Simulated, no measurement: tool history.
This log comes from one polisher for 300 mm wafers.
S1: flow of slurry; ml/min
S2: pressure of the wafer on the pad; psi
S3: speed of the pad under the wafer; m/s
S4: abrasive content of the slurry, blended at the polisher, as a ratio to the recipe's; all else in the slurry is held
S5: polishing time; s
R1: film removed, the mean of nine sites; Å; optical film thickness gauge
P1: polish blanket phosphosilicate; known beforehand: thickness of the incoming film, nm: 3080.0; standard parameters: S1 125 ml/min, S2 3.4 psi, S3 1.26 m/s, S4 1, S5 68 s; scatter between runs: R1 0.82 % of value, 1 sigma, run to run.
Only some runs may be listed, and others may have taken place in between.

Run 1, hour 8.4: S1 125 ml/min, S2 3.4 psi, S3 1.26 m/s, S4 1, S5 68 s. Result: R1 8271.4 Å.
Run 2, hour 16.6: S1 125 ml/min, S2 3.4 psi, S3 1.26 m/s, S4 0.5, S5 68 s. Result: R1 5679.2 Å.
Run 3, hour 23.9: S1 125 ml/min, S2 1.8 psi, S3 1.26 m/s, S4 1, S5 68 s. Result: R1 4363.5 Å.
Run 4, hour 32.1: S1 125 ml/min, S2 3.4 psi, S3 1.26 m/s, S4 1, S5 68 s. Result: R1 8214.5 Å.
Run 5, hour 43.2: S1 195 ml/min, S2 3.4 psi, S3 1.26 m/s, S4 1, S5 68 s. Result: R1 8856 Å.
Run 6, hour 53.8: S1 125 ml/min, S2 3.4 psi, S3 1.26 m/s, S4 1, S5 68 s. Result: R1 8217.2 Å.
Run 7, hour 60.7: S1 125 ml/min, S2 3.4 psi, S3 0.82 m/s, S4 1, S5 68 s. Result: R1 5882 Å.
Run 8, hour 68.5: S1 125 ml/min, S2 3.4 psi, S3 1.26 m/s, S4 1, S5 68 s. Result: R1 8236.1 Å.
Run 9, hour 78.3: S1 125 ml/min, S2 3.4 psi, S3 1.26 m/s, S4 1, S5 68 s. Result: R1 8247.4 Å.
Run 10, hour 85.2: S1 125 ml/min, S2 4.7 psi, S3 1.26 m/s, S4 1, S5 68 s. Result: R1 11464 Å.
Run 11, hour 91.2: S1 125 ml/min, S2 2.3 psi, S3 1.26 m/s, S4 1, S5 87 s. Result: R1 7261.5 Å.
Run 12, hour 96.1: S1 125 ml/min, S2 3.4 psi, S3 1.26 m/s, S4 1, S5 102 s. Result: R1 12361 Å.
Run 13, hour 101.8: S1 125 ml/min, S2 3.4 psi, S3 1.26 m/s, S4 1, S5 38 s. Result: R1 4649.4 Å.
Run 14, hour 112.3: S1 125 ml/min, S2 1.8 psi, S3 1.26 m/s, S4 1.3, S5 68 s. Result: R1 4883.2 Å.
At hour 114.6: slurry blender recalibrated.
Run 15, hour 118: S1 125 ml/min, S2 3.4 psi, S3 1.84 m/s, S4 1, S5 68 s. Result: R1 11249 Å.
Run 16, hour 123.9: S1 75 ml/min, S2 3.4 psi, S3 1.26 m/s, S4 1, S5 68 s. Result: R1 7230.4 Å.
Run 17, hour 132.1: S1 125 ml/min, S2 3.4 psi, S3 1.26 m/s, S4 1.4, S5 68 s. Result: R1 9380.7 Å.
Run 18, hour 138.5: S1 125 ml/min, S2 3.4 psi, S3 1.26 m/s, S4 1, S5 68 s. Result: R1 8249.5 Å.
Run 19, hour 147.8: S1 125 ml/min, S2 3.4 psi, S3 1.26 m/s, S4 1, S5 68 s. Result: R1 8280 Å.
Run 20, hour 154.7: S1 125 ml/min, S2 3.4 psi, S3 1.26 m/s, S4 1, S5 68 s. Result: R1 8051.7 Å.
Run 21, hour 165.9: S1 125 ml/min, S2 3.4 psi, S3 1.26 m/s, S4 1, S5 68 s. Result: R1 7816.8 Å.
Run 22, hour 172.2: S1 125 ml/min, S2 3.4 psi, S3 1.26 m/s, S4 1, S5 68 s. Result: R1 7662 Å.
Run 23, hour 181.4: S1 125 ml/min, S2 3.4 psi, S3 1.26 m/s, S4 1, S5 68 s. Result: R1 7607.3 Å.
Run 24, hour 189.8: S1 125 ml/min, S2 3.4 psi, S3 1.26 m/s, S4 1, S5 68 s. Result: R1 7420.1 Å.
At hour 193: conditioning disc replaced and pad reconditioned.
Run 25, hour 195: S1 125 ml/min, S2 3.4 psi, S3 1.26 m/s, S4 1, S5 68 s. Result: R1 7499.5 Å.
At hour 195.8: head pressure recalibrated.
At hour 199.9: slurry blender recalibrated.
Run 26, hour 203.1: S1 125 ml/min, S2 3.4 psi, S3 1.26 m/s, S4 1, S5 68 s. Result: R1 7491.1 Å.
Run 27, hour 212.6: S1 125 ml/min, S2 3.4 psi, S3 1.26 m/s, S4 1, S5 68 s. Result: R1 7517.1 Å.
Run 28, hour 219.6: S1 125 ml/min, S2 3.4 psi, S3 1.26 m/s, S4 1, S5 68 s. Result: R1 7455.7 Å.
Run 29, hour 227: S1 125 ml/min, S2 3.4 psi, S3 1.26 m/s, S4 1, S5 68 s. Result: R1 7506.7 Å.

P1 has crept away from where it was. The log is fitted equally well by each of these 2 causes, at the sizes shown:
A: slurry flow missing at the pad, % = 34.5
B: removal rate lost through wear of the pad, % = 9.99
The drift started at roughly hour 147.8.
The rest of the possible causes, and what rules out each one:
head's pressure below its setpoint, %: work on it at hour 195.8, done after the drift set in, did not restore what the process gave before
abrasive missing from the slurry, %: work on it at hour 199.9, done after the drift set in, did not restore what the process gave before
time polished since the conditioner stopped cutting, s: work on it at hour 193, done after the drift set in, did not restore what the process gave before

You are offered 4 check runs, listed below with question marks in place of their results; each one averages 3 wafers. Which run separates the listed causes by giving clearly different results for each?
Run check 1, hour 234.4: S1 125 ml/min, S2 3.4 psi, S3 1.56 m/s, S4 1, S5 68 s. Result: R1 ?.
Run check 2, hour 234.4: S1 125 ml/min, S2 3.4 psi, S3 1.62 m/s, S4 0.55, S5 68 s. Result: R1 ?.
Run check 3, hour 234.4: S1 125 ml/min, S2 2.5 psi, S3 1.26 m/s, S4 1, S5 68 s. Result: R1 ?.
Run check 4, hour 234.4: S1 90 ml/min, S2 3.4 psi, S3 1.26 m/s, S4 1, S5 68 s. Result: R1 ?.

Expected result of each check under each candidate cause:
  check  result    if A    if B
check 1      R1    8841  8842.1
check 2      R1  6641.9  6642.7
check 3      R1  5479.7  5480.4
check 4      R1  6659.1  6891.9
Distance between the nearest two causes, measured in the result of the check that separates them most: check 1 0.01 %; check 2 0.01 %; check 3 0.01 %; check 4 3.44 %
Only check 4 tells the causes apart: in the others they would give nearly the same result.

Then check 4 was run and gave: R1 6910.4 Å. Which cause is it?

B is the cause: removal rate lost through wear of the pad, %.
